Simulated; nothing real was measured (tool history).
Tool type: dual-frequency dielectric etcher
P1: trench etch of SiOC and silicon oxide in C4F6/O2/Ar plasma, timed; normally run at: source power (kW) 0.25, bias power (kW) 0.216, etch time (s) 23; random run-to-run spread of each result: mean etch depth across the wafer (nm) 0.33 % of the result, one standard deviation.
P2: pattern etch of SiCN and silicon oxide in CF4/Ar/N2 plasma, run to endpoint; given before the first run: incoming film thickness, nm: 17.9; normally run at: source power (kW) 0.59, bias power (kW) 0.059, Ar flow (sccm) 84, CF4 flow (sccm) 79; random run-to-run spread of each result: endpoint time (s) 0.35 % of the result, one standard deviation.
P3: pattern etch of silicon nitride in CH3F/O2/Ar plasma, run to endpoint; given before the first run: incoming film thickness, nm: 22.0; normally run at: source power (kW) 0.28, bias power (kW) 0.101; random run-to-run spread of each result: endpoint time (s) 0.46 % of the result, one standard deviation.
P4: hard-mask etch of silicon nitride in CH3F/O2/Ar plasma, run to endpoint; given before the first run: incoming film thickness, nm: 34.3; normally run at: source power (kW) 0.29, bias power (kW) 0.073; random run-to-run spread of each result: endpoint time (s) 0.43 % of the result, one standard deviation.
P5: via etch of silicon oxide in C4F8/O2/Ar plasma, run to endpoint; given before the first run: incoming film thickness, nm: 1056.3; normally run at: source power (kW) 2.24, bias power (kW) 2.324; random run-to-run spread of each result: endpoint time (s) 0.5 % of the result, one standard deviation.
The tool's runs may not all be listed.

run	hour	process that ran	source power (kW)	bias power (kW)	etch time (s)	Ar flow (sccm)	CF4 flow (sccm)	mean etch depth across the wafer (nm)	endpoint time (s)
1	3.6	P1	0.25	0.216	23			40.469	
2	7.7	P1	0.25	0.216	23			40.649	
3	11	P4	0.29	0.088					51.661
4	15.2	P1	0.25	0.216	23			40.582	
5	18.6	P1	0.25	0.216	23			40.444	
6	21.3	P4	0.29	0.073					54.712
7	24.3	P1	0.25	0.267	23			43.642	
8	28.9	P2	0.59	0.059		66	79		16.351
9	32.4	P1	0.25	0.216	12.5			22.122	
10	34.7	P5	3.13	2.324					169.37
11	37	P4	0.29	0.073					54.659
12	41.1	P1	0.19	0.216	12.5			19.72	
13	44.3	P1	0.25	0.216	31.5			55.633	
14	48.3	P4	0.21	0.073					62.267
15	52.9	P1	0.2	0.216	23			37.132	
16	55.7	P1	0.25	0.134	31			46.763	
17	57.8	P3	0.28	0.059					39.286
18	60.5	P1	0.25	0.216	23			40.542	
19	63.6	P5	2.24	3.161					176
20	67.3	P1	0.34	0.253	23			47.924	
21	70.6	P2	0.59	0.059		84	79		16.893
22	74.7	P3	0.19	0.101					37.493
23	76.8	P1	0.25	0.125	23			34.045	
24	80.7	P2	0.75	0.059		84	79		13.685
25	83.9	P5	2.24	2.324					194.75
26	86.3	P2	0.59	0.059		84	79		16.886
27	88.9	P2	0.59	0.072		84	79		15.754
# hour 92.3: wet clean of the chamber
28	92.9	P1	0.31	0.216	23			44.39	

What will run 29 give?
29	97.6	P3	0.28	0.101					?

Run 29 measured endpoint time (s) 32.262.
